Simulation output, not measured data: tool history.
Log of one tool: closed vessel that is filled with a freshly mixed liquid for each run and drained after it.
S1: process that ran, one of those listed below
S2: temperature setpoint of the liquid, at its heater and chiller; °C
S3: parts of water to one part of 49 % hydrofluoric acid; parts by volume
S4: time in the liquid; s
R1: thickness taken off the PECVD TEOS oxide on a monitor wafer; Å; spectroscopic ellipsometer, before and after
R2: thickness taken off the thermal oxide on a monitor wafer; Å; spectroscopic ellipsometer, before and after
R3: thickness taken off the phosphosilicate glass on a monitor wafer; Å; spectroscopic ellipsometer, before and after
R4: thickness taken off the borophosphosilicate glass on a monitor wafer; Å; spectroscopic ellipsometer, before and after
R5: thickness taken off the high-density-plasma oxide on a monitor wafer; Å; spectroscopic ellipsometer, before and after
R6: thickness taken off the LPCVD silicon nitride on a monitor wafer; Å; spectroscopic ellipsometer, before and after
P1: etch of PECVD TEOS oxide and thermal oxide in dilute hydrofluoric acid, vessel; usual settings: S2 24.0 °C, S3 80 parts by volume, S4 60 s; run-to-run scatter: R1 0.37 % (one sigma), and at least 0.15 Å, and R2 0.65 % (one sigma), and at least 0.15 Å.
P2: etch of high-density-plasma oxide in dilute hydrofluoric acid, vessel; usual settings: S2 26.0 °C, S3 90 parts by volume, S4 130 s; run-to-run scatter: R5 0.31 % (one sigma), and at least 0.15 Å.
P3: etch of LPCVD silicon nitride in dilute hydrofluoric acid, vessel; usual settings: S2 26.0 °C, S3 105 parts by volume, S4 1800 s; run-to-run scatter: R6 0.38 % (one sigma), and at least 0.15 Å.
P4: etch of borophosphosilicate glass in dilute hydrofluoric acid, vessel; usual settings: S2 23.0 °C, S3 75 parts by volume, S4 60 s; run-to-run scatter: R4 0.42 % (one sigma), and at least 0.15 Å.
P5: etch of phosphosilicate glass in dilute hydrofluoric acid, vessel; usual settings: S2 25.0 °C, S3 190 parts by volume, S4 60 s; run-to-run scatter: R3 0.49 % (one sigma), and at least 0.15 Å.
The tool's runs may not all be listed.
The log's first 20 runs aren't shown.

Run 21, hour 134.8: S1 P1, S2 24.0 °C, S3 80 parts by volume, S4 60 s. Result: R1 222.680 Å, R2 40.418 Å.
Run 22, hour 140.9: S1 P3, S2 26.0 °C, S3 105 parts by volume, S4 3555 s. Result: R6 203.610 Å.
Run 23, hour 145.0: S1 P4, S2 23.0 °C, S3 75 parts by volume, S4 60 s. Result: R4 231.08 Å.
Run 24, hour 150.6: S1 P1, S2 19.5 °C, S3 80 parts by volume, S4 60 s. Result: R1 185.860 Å, R2 32.947 Å.
Run 25, hour 157.8: S1 P2, S2 32.0 °C, S3 90 parts by volume, S4 130 s. Result: R5 130.940 Å.
Run 26, hour 164.4: S1 P2, S2 26.0 °C, S3 90 parts by volume, S4 245 s. Result: R5 196.130 Å.
Run 27, hour 171.2: S1 P3, S2 26.0 °C, S3 155 parts by volume, S4 1800 s. Result: R6 69.595 Å.
Run 28, hour 177.7: S1 P4, S2 23.0 °C, S3 35 parts by volume, S4 60 s. Result: R4 523.01 Å.
Run 29, hour 181.6: S1 P1, S2 24.0 °C, S3 80 parts by volume, S4 60 s. Result: R1 222.240 Å, R2 39.906 Å.
Run 30, hour 186.0: S1 P1, S2 27.5 °C, S3 80 parts by volume, S4 110 s. Result: R1 468.720 Å, R2 84.241 Å.
Run 31, hour 193.7: S1 P5, S2 25.0 °C, S3 115 parts by volume, S4 60 s. Result: R3 361.85 Å.
Run 32, hour 199.2: S1 P2, S2 26.0 °C, S3 90 parts by volume, S4 130 s. Result: R5 103.970 Å.
Run 33, hour 207.2: S1 P1, S2 28.0 °C, S3 140 parts by volume, S4 60 s. Result: R1 138.060 Å, R2 24.620 Å.
Run 34, hour 212.2: S1 P1, S2 24.0 °C, S3 45 parts by volume, S4 60 s. Result: R1 416.580 Å, R2 74.099 Å.
Run 35, hour 220.4: S1 P1, S2 24.0 °C, S3 80 parts by volume, S4 60 s. Result: R1 223.390 Å, R2 40.471 Å.
Run 36, hour 225.2: S1 P1, S2 24.0 °C, S3 80 parts by volume, S4 60 s. Result: R1 217.380 Å, R2 39.256 Å.

Forecast run 37:
Run 37, hour 229.5: S1 P1, S2 24.0 °C, S3 80 parts by volume, S4 60 s. Result: R1 ?, R2 ?.

R1: 216.970 Å
R2: 39.400 Å
